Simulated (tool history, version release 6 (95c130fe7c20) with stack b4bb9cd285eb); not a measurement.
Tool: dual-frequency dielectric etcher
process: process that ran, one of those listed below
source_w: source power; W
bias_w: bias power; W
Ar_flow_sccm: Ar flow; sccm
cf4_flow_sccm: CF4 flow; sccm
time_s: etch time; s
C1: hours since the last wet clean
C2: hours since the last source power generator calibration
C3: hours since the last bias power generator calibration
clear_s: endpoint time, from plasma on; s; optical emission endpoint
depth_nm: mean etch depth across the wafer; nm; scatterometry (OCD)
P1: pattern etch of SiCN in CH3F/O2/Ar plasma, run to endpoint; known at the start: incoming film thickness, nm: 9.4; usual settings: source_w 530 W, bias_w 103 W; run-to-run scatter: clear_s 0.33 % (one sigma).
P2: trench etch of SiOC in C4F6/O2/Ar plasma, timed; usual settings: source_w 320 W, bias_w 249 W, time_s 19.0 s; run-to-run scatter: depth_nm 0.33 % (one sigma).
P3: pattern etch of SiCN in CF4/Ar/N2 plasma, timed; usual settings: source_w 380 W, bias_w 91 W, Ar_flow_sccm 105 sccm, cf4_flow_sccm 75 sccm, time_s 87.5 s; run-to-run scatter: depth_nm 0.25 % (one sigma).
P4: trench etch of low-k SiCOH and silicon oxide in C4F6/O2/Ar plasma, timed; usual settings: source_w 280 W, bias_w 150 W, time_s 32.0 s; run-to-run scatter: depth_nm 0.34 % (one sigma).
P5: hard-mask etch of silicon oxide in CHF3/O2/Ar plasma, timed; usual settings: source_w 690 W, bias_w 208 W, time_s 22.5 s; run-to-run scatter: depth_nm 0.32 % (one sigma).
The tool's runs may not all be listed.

run 1 day=0.388 | process=P1 source_w=530 bias_w=103 | C1=253.0 C2=508.9 C3=786.3 | clear_s=19.047
run 2 day=0.700 | process=P3 source_w=380 bias_w=91 Ar_flow_sccm=105 cf4_flow_sccm=52 time_s=87.5 | C1=260.5 C2=516.4 C3=793.8 | depth_nm=67.457
run 3 day=1.067 | process=P1 source_w=530 bias_w=73 | C1=269.3 C2=525.2 C3=802.6 | clear_s=21.470
run 4 day=1.512 | process=P1 source_w=530 bias_w=103 | C1=280.0 C2=535.9 C3=813.3 | clear_s=19.037
run 5 day=1.896 | process=P5 source_w=690 bias_w=269 time_s=22.5 | C1=289.2 C2=545.1 C3=822.5 | depth_nm=54.066
run 6 day=2.250 | process=P3 source_w=380 bias_w=113 Ar_flow_sccm=105 cf4_flow_sccm=75 time_s=87.5 | C1=297.7 C2=553.6 C3=831.0 | depth_nm=76.698
run 7 day=2.479 | process=P1 source_w=400 bias_w=103 | C1=303.2 C2=559.1 C3=836.5 | clear_s=20.966
run 8 day=2.854 | process=P1 source_w=650 bias_w=103 | C1=312.2 C2=568.1 C3=845.5 | clear_s=17.519
run 9 day=3.183 | process=P5 source_w=690 bias_w=208 time_s=22.5 | C1=320.1 C2=576.0 C3=853.4 | depth_nm=49.438
run 10 day=3.571 | process=P3 source_w=520 bias_w=91 Ar_flow_sccm=105 cf4_flow_sccm=75 time_s=87.5 | C1=329.4 C2=585.3 C3=862.7 | depth_nm=93.208
run 11 day=4.046 | process=P3 source_w=380 bias_w=91 Ar_flow_sccm=68 cf4_flow_sccm=75 time_s=87.5 | C1=340.8 C2=596.7 C3=874.1 | depth_nm=75.130
run 12 day=4.408 | process=P1 source_w=530 bias_w=103 | C1=349.5 C2=605.4 C3=882.8 | clear_s=19.038
run 13 day=4.679 | process=P1 source_w=530 bias_w=137 | C1=356.0 C2=611.9 C3=889.3 | clear_s=17.012
run 14 day=5.104 | process=P4 source_w=280 bias_w=150 time_s=32.0 | C1=366.2 C2=622.1 C3=899.5 | depth_nm=83.976
run 15 day=5.508 | process=P2 source_w=320 bias_w=159 time_s=19.0 | C1=375.9 C2=631.8 C3=909.2 | depth_nm=34.781
run 16 day=5.854 | process=P3 source_w=380 bias_w=91 Ar_flow_sccm=105 cf4_flow_sccm=75 time_s=87.5 | C1=384.2 C2=640.1 C3=917.5 | depth_nm=70.917
run 17 day=6.150 | process=P3 source_w=380 bias_w=91 Ar_flow_sccm=105 cf4_flow_sccm=75 time_s=65.5 | C1=391.3 C2=647.2 C3=924.6 | depth_nm=53.034
run 18 day=6.383 | process=P1 source_w=610 bias_w=123 | C1=396.9 C2=652.8 C3=930.2 | clear_s=16.893
run 19 day=6.775 | process=P2 source_w=230 bias_w=249 time_s=19.0 | C1=406.3 C2=662.2 C3=939.6 | depth_nm=35.487
run 20 day=7.212 | process=P2 source_w=320 bias_w=249 time_s=26.0 | C1=416.8 C2=672.7 C3=950.1 | depth_nm=55.161
run 21 day=7.638 | process=P4 source_w=280 bias_w=213 time_s=32.0 | C1=427.0 C2=682.9 C3=960.3 | depth_nm=93.770
run 22 day=8.133 | process=P2 source_w=320 bias_w=249 time_s=19.0 | C1=438.9 C2=694.8 C3=972.2 | depth_nm=40.238
run 23 day=8.567 | process=P5 source_w=690 bias_w=208 time_s=12.5 | C1=449.3 C2=705.2 C3=982.6 | depth_nm=27.429
run 24 day=8.912 | process=P5 source_w=430 bias_w=208 time_s=22.5 | C1=457.6 C2=713.5 C3=990.9 | depth_nm=41.051
run 25 day=9.329 | process=P5 source_w=690 bias_w=208 time_s=22.5 | C1=467.6 C2=723.5 C3=1000.9 | depth_nm=49.448
run 26 day=9.567 | process=P4 source_w=380 bias_w=150 time_s=32.0 | C1=473.3 C2=729.2 C3=1006.6 | depth_nm=94.596
run 27 day=10.004 | process=P4 source_w=280 bias_w=150 time_s=32.0 | C1=483.8 C2=739.7 C3=1017.1 | depth_nm=83.796
run 28 day=10.404 | process=P1 source_w=530 bias_w=103 | C1=493.4 C2=749.3 C3=1026.7 | clear_s=18.982
run 29 day=10.908 | process=P1 source_w=340 bias_w=132 | C1=505.5 C2=761.4 C3=1038.8 | clear_s=20.347
-- day=11.038 source power generator calibrated
run 30 day=11.179 | process=P1 source_w=650 bias_w=62 | C1=512.0 C2=3.5 C3=1045.3 | clear_s=21.015
run 31 day=11.588 | process=P3 source_w=380 bias_w=91 Ar_flow_sccm=105 cf4_flow_sccm=75 time_s=87.5 | C1=521.8 C2=13.3 C3=1055.1 | depth_nm=70.851
run 32 day=11.921 | process=P1 source_w=530 bias_w=103 | C1=529.8 C2=21.3 C3=1063.1 | clear_s=19.002
run 33 day=12.317 | process=P4 source_w=280 bias_w=150 time_s=41.5 | C1=539.3 C2=30.8 C3=1072.6 | depth_nm=108.390
run 34 day=12.717 | process=P1 source_w=530 bias_w=103 | C1=548.9 C2=40.4 C3=1082.2 | clear_s=19.083
run 35 day=13.067 | process=P1 source_w=530 bias_w=103 | C1=557.3 C2=48.8 C3=1090.6 | clear_s=19.029
run 36 day=13.392 | process=P1 source_w=530 bias_w=103 | C1=565.1 C2=56.6 C3=1098.4 | clear_s=19.003
run 37 day=13.829 | process=P1 source_w=530 bias_w=103 | C1=575.6 C2=67.1 C3=1108.9 | clear_s=18.742
run 38 day=14.342 | process=P1 source_w=530 bias_w=103 | C1=587.9 C2=79.4 C3=1121.2 | clear_s=18.656
-- day=14.346 wet clean of the chamber
run 39 day=14.762 | process=P1 source_w=530 bias_w=103 | C1=10.1 C2=89.5 C3=1131.3 | clear_s=18.786
run 40 day=15.096 | process=P1 source_w=530 bias_w=103 | C1=18.1 C2=97.5 C3=1139.3 | clear_s=18.703
run 41 day=15.604 | process=P1 source_w=530 bias_w=103 | C1=30.3 C2=109.7 C3=1151.5 | clear_s=18.752
run 42 day=16.108 | process=P1 source_w=530 bias_w=103 | C1=42.4 C2=121.8 C3=1163.6 | clear_s=18.684

What P1 gives has crept away from where it was. These 2 causes fit the log equally well, each at the size given:
A: source power that arrives over what is set, % = 4.51
B: bias power that arrives over what is set, % = 4.46
The creep began at about day 13.067.
Why every other cause is out:
chamber walls in a state that raises the etch rate, %: serviced at day 14.346, which brought nothing back

4 check runs are offered, one wafer each, their results left as question marks. Which one tells the causes apart?
run check 1 day=16.612 | process=P5 source_w=530 bias_w=257 time_s=22.5 | depth_nm=?
run check 2 day=16.612 | process=P3 source_w=380 bias_w=111 Ar_flow_sccm=105 cf4_flow_sccm=75 time_s=87.5 | depth_nm=?
run check 3 day=16.612 | process=P4 source_w=380 bias_w=207 time_s=32.0 | depth_nm=?
run check 4 day=16.612 | process=P2 source_w=320 bias_w=167 time_s=19.0 | depth_nm=?

What each check would give under each cause:
check=check_1 result=depth_nm if_A=49.021 if_B=48.988
check=check_2 result=depth_nm if_A=79.431 if_B=77.721
check=check_3 result=depth_nm if_A=106.220 if_B=105.940
check=check_4 result=depth_nm if_A=35.903 if_B=35.785
How far apart the two closest causes lie, in the result that separates them most: check 1 0.07 %; check 2 2.18 %; check 3 0.27 %; check 4 0.33 %
Only check 2 tells the causes apart: in the others they would give nearly the same result.

Check 2 was then run and gave: depth_nm 79.758 nm. Which cause is it?

It is A: source power that arrives over what is set, %.
